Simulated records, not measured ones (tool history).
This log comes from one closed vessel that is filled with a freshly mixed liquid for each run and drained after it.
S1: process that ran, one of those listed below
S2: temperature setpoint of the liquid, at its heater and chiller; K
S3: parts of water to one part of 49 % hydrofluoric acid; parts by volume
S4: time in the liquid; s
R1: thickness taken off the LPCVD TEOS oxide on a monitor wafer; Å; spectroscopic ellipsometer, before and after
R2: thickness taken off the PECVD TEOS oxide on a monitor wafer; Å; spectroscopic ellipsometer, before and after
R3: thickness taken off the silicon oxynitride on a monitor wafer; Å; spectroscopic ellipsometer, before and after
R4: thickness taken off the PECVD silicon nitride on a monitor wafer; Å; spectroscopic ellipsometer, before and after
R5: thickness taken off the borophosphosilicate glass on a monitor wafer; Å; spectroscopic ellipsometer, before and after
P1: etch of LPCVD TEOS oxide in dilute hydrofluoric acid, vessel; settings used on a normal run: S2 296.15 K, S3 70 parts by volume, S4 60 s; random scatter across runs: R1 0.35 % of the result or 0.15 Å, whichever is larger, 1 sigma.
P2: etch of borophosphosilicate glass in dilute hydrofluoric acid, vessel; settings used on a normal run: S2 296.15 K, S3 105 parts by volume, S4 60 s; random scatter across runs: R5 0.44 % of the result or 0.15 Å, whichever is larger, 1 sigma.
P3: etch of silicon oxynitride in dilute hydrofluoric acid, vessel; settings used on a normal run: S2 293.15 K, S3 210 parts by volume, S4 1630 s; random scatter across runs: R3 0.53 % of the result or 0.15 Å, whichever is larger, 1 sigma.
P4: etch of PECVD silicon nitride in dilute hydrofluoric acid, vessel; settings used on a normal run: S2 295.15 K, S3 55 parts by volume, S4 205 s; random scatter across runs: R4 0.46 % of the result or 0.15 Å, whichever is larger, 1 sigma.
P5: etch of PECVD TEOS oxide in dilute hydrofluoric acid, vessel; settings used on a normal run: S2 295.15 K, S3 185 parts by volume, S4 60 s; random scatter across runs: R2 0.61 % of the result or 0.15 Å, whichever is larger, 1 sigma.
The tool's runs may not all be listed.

{"run": 1, "hour": 12.6, "S1": "P1", "S2": 296.15, "S3": 70, "S4": 60, "R1": 202.04}
{"run": 2, "hour": 23.6, "S1": "P5", "S2": 295.15, "S3": 185, "S4": 60, "R2": 46.053}
{"run": 3, "hour": 33.9, "S1": "P3", "S2": 293.15, "S3": 210, "S4": 1630, "R3": 213.18}
{"run": 4, "hour": 41.7, "S1": "P5", "S2": 295.15, "S3": 185, "S4": 90, "R2": 69.209}
{"run": 5, "hour": 54.3, "S1": "P3", "S2": 298.65, "S3": 210, "S4": 1630, "R3": 275.19}
{"run": 6, "hour": 63.6, "S1": "P5", "S2": 295.15, "S3": 85, "S4": 60, "R2": 112.13}
{"run": 7, "hour": 72.8, "S1": "P4", "S2": 290.15, "S3": 55, "S4": 205, "R4": 100.56}
{"run": 8, "hour": 84.5, "S1": "P5", "S2": 302.65, "S3": 185, "S4": 60, "R2": 61.548}
{"run": 9, "hour": 93.9, "S1": "P1", "S2": 291.65, "S3": 20, "S4": 60, "R1": 620.69}
{"run": 10, "hour": 99.8, "S1": "P1", "S2": 296.15, "S3": 70, "S4": 60, "R1": 200.31}
{"run": 11, "hour": 110.0, "S1": "P4", "S2": 295.15, "S3": 55, "S4": 205, "R4": 142.37}
{"run": 12, "hour": 122.2, "S1": "P1", "S2": 296.15, "S3": 70, "S4": 60, "R1": 201.13}
{"run": 13, "hour": 133.6, "S1": "P2", "S2": 296.15, "S3": 105, "S4": 60, "R5": 212.46}
{"run": 14, "hour": 144.6, "S1": "P1", "S2": 296.15, "S3": 70, "S4": 60, "R1": 201.01}
{"hour": 148.2, "done": "thermometer replaced"}
{"run": 15, "hour": 157.2, "S1": "P1", "S2": 293.15, "S3": 70, "S4": 30, "R1": 88.957}
{"run": 16, "hour": 166.0, "S1": "P4", "S2": 295.15, "S3": 20, "S4": 205, "R4": 377.14}
{"run": 17, "hour": 175.4, "S1": "P5", "S2": 295.15, "S3": 185, "S4": 60, "R2": 46.464}
{"run": 18, "hour": 181.4, "S1": "P1", "S2": 302.65, "S3": 70, "S4": 60, "R1": 262.05}
{"run": 19, "hour": 189.0, "S1": "P4", "S2": 295.15, "S3": 55, "S4": 365, "R4": 252.06}
{"run": 20, "hour": 195.2, "S1": "P1", "S2": 296.15, "S3": 115, "S4": 60, "R1": 116.01}
{"run": 21, "hour": 202.4, "S1": "P1", "S2": 296.15, "S3": 70, "S4": 30, "R1": 100.83}
{"run": 22, "hour": 211.5, "S1": "P2", "S2": 296.15, "S3": 105, "S4": 60, "R5": 213.72}
{"run": 23, "hour": 219.2, "S1": "P2", "S2": 290.15, "S3": 105, "S4": 60, "R5": 166.62}
{"run": 24, "hour": 228.9, "S1": "P2", "S2": 296.15, "S3": 45, "S4": 60, "R5": 535.55}
{"run": 25, "hour": 238.0, "S1": "P3", "S2": 293.15, "S3": 210, "S4": 30, "R3": 3.9756}
{"run": 26, "hour": 246.1, "S1": "P3", "S2": 293.15, "S3": 345, "S4": 1630, "R3": 121.35}
{"run": 27, "hour": 258.6, "S1": "P1", "S2": 296.15, "S3": 20, "S4": 60, "R1": 754.33}
{"run": 28, "hour": 265.2, "S1": "P2", "S2": 296.15, "S3": 105, "S4": 90, "R5": 321.36}
{"run": 29, "hour": 275.8, "S1": "P1", "S2": 291.15, "S3": 70, "S4": 60, "R1": 162.81}
{"run": 30, "hour": 281.5, "S1": "P4", "S2": 295.15, "S3": 55, "S4": 205, "R4": 142.65}
{"run": 31, "hour": 293.1, "S1": "P1", "S2": 296.15, "S3": 70, "S4": 90, "R1": 301.32}
{"run": 32, "hour": 301.9, "S1": "P1", "S2": 300.65, "S3": 70, "S4": 105, "R1": 422.48}
{"run": 33, "hour": 308.0, "S1": "P1", "S2": 296.15, "S3": 70, "S4": 60, "R1": 201.71}
{"run": 34, "hour": 314.9, "S1": "P1", "S2": 296.15, "S3": 70, "S4": 60, "R1": 201}
{"run": 35, "hour": 321.1, "S1": "P1", "S2": 296.15, "S3": 70, "S4": 60, "R1": 205.08}
{"run": 36, "hour": 329.2, "S1": "P1", "S2": 296.15, "S3": 70, "S4": 60, "R1": 207.82}
{"run": 37, "hour": 341.9, "S1": "P1", "S2": 296.15, "S3": 70, "S4": 60, "R1": 211.12}
{"run": 38, "hour": 347.8, "S1": "P1", "S2": 296.15, "S3": 70, "S4": 60, "R1": 210.96}
{"run": 39, "hour": 359.4, "S1": "P1", "S2": 296.15, "S3": 70, "S4": 60, "R1": 212.06}
{"run": 40, "hour": 366.4, "S1": "P1", "S2": 296.15, "S3": 70, "S4": 60, "R1": 213.44}
{"run": 41, "hour": 373.7, "S1": "P1", "S2": 296.15, "S3": 70, "S4": 60, "R1": 212.81}
{"run": 42, "hour": 384.4, "S1": "P1", "S2": 296.15, "S3": 70, "S4": 60, "R1": 213.49}

The log shows P1 creeping away from where it was. Any of the 2 causes listed here, at the size stated for it, fits the log just as well as the others:
A: liquid hotter than its thermometer reads (K) = 1.42
B: hydrofluoric acid flow above the setpoint (%) = 5.43
The onset of the drift is placed at about hour 314.9.

Each of the 4 check runs below uses one wafer; its results are left as question marks. Which run tells the causes apart?
{"run": "check 1", "hour": 395.1, "S1": "P4", "S2": 295.15, "S3": 55, "S4": 305, "R4": "?"}
{"run": "check 2", "hour": 395.1, "S1": "P2", "S2": 290.15, "S3": 45, "S4": 60, "R5": "?"}
{"run": "check 3", "hour": 395.1, "S1": "P5", "S2": 300.15, "S3": 125, "S4": 60, "R2": "?"}
{"run": "check 4", "hour": 395.1, "S1": "P3", "S2": 293.15, "S3": 310, "S4": 355, "R3": "?"}

Outcome of each check run for each possible cause:
check=check_1 result=R4 if_A=232.14 if_B=221.96
check=check_2 result=R5 if_A=442.14 if_B=439.46
check=check_3 result=R2 if_A=93.558 if_B=94.291
check=check_4 result=R3 if_A=31.817 if_B=31.826
Minimum pairwise separation of causes per check, each pair taken at its best-separating result: check 1 4.49 %; check 2 0.61 %; check 3 0.78 %; check 4 0.03 %
Check 1 distinguishes between the causes, while the remaining checks would return nearly the same result for all of them.

Running check 1 produced the following: R4 230.76 Å. Which one of the listed causes fits?

It is A: liquid hotter than its thermometer reads (K).
